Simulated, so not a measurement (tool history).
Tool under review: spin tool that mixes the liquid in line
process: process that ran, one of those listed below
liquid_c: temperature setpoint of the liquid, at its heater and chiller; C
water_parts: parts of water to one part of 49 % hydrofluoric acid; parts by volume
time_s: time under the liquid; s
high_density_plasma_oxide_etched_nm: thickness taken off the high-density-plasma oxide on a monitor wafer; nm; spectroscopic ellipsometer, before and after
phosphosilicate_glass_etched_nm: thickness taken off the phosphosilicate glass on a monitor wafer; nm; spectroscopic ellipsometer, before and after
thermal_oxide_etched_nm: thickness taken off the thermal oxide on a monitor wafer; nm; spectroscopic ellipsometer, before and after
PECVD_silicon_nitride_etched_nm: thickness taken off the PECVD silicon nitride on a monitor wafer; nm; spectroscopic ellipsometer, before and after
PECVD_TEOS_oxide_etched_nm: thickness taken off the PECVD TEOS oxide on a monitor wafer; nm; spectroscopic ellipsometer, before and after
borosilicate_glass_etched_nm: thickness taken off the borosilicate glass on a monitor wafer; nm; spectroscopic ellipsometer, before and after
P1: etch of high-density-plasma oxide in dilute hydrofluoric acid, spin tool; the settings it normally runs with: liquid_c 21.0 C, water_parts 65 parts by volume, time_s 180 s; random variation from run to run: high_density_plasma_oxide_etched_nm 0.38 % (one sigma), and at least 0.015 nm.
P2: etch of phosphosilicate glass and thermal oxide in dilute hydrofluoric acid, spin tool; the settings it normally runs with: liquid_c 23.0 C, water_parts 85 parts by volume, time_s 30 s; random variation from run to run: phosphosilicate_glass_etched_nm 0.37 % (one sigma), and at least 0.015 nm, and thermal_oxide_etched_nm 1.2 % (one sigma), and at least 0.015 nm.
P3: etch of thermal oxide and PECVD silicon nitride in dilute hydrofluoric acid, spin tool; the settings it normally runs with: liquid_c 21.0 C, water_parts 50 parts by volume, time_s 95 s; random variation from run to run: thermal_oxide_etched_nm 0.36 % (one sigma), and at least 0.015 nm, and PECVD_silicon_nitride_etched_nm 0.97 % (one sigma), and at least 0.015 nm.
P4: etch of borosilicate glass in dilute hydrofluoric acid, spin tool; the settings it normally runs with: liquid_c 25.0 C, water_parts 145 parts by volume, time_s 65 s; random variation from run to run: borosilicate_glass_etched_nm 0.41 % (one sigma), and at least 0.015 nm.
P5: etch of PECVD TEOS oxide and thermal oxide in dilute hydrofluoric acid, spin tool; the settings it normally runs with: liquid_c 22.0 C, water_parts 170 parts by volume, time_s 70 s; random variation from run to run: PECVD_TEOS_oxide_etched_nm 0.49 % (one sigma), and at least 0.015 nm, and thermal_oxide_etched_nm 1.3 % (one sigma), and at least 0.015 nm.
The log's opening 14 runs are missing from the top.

| run | hour | process | liquid_c | water_parts | time_s | hours since the thermometer was replaced | hours since the hydrofluoric acid flow meter was replaced | high_density_plasma_oxide_etched_nm | phosphosilicate_glass_etched_nm | thermal_oxide_etched_nm | PECVD_silicon_nitride_etched_nm | PECVD_TEOS_oxide_etched_nm | borosilicate_glass_etched_nm |
|---|---|---|---|---|---|---|---|---|---|---|---|---|---|
| 15 | 167.4 | P3 | 26.0 | 50 | 95 | 1261.3 | 884.8 |  |  | 10.28600 | 3.5523 |  |  |
| 16 | 182.9 | P1 | 21.0 | 30 | 180 | 1276.8 | 900.3 | 41.2430 |  |  |  |  |  |
| 17 | 196.1 | P4 | 25.0 | 145 | 65 | 1290.0 | 913.5 |  |  |  |  |  | 24.3070 |
| 18 | 208.6 | P1 | 21.0 | 65 | 180 | 1302.5 | 926.0 | 18.1160 |  |  |  |  |  |
| 19 | 217.9 | P5 | 22.0 | 170 | 15 | 1311.8 | 935.3 |  |  | 0.31663 |  | 1.7911 |  |
| 20 | 231.7 | P4 | 18.5 | 145 | 65 | 1325.6 | 949.1 |  |  |  |  |  | 18.6840 |
| 21 | 245.9 | P4 | 25.0 | 70 | 65 | 1339.8 | 963.3 |  |  |  |  |  | 55.5270 |
| 22 | 253.4 | P1 | 17.0 | 65 | 35 | 1347.3 | 970.8 | 2.9838 |  |  |  |  |  |
| 23 | 264.7 | P1 | 21.0 | 65 | 180 | 1358.6 | 982.1 | 18.1550 |  |  |  |  |  |
| 24 | 278.9 | P2 | 23.0 | 85 | 60 | 1372.8 | 996.3 |  | 126.890 | 3.49590 |  |  |  |
| 25 | 294.7 | P1 | 21.0 | 65 | 315 | 1388.6 | 1012.1 | 31.7880 |  |  |  |  |  |
| 26 | 306.0 | P5 | 28.0 | 170 | 70 | 1399.9 | 1023.4 |  |  | 1.98800 |  | 10.3790 |  |
| 27 | 316.1 | P5 | 22.0 | 170 | 70 | 1410.0 | 1033.5 |  |  | 1.56360 |  | 8.3121 |  |
| 28 | 329.3 | P3 | 21.0 | 80 | 95 | 1423.2 | 1046.7 |  |  | 5.02320 | 1.5869 |  |  |
| 29 | 340.2 | P3 | 21.0 | 50 | 95 | 1434.1 | 1057.6 |  |  | 8.30730 | 2.5687 |  |  |
| 30 | 356.4 | P5 | 22.0 | 170 | 70 | 1450.3 | 1073.8 |  |  | 1.56210 |  | 8.2544 |  |
| 31 | 367.6 | P1 | 21.0 | 65 | 180 | 1461.5 | 1085.0 | 18.1770 |  |  |  |  |  |
| 32 | 380.7 | P1 | 21.0 | 65 | 180 | 1474.6 | 1098.1 | 18.2420 |  |  |  |  |  |
| 33 | 393.6 | P1 | 21.0 | 65 | 180 | 1487.5 | 1111.0 | 17.6730 |  |  |  |  |  |
| 34 | 404.0 | P1 | 21.0 | 65 | 180 | 1497.9 | 1121.4 | 17.4710 |  |  |  |  |  |
| 35 | 413.3 | P1 | 21.0 | 65 | 180 | 1507.2 | 1130.7 | 17.2790 |  |  |  |  |  |
| 36 | 428.7 | P1 | 21.0 | 65 | 180 | 1522.6 | 1146.1 | 17.0170 |  |  |  |  |  |
| 37 | 439.1 | P1 | 21.0 | 65 | 180 | 1533.0 | 1156.5 | 17.0090 |  |  |  |  |  |
| 38 | 447.1 | P1 | 21.0 | 65 | 180 | 1541.0 | 1164.5 | 16.9400 |  |  |  |  |  |
| 39 | 459.2 | P1 | 21.0 | 65 | 180 | 1553.1 | 1176.6 | 16.8220 |  |  |  |  |  |

Run 40 comes next. What will it give?
| 40 | 468.6 | P1 | 21.0 | 65 | 180 | 1562.5 | 1186.0 | ? |  |  |  |  |  |

{"run 40": {"high_density_plasma_oxide_etched_nm": 16.826}}
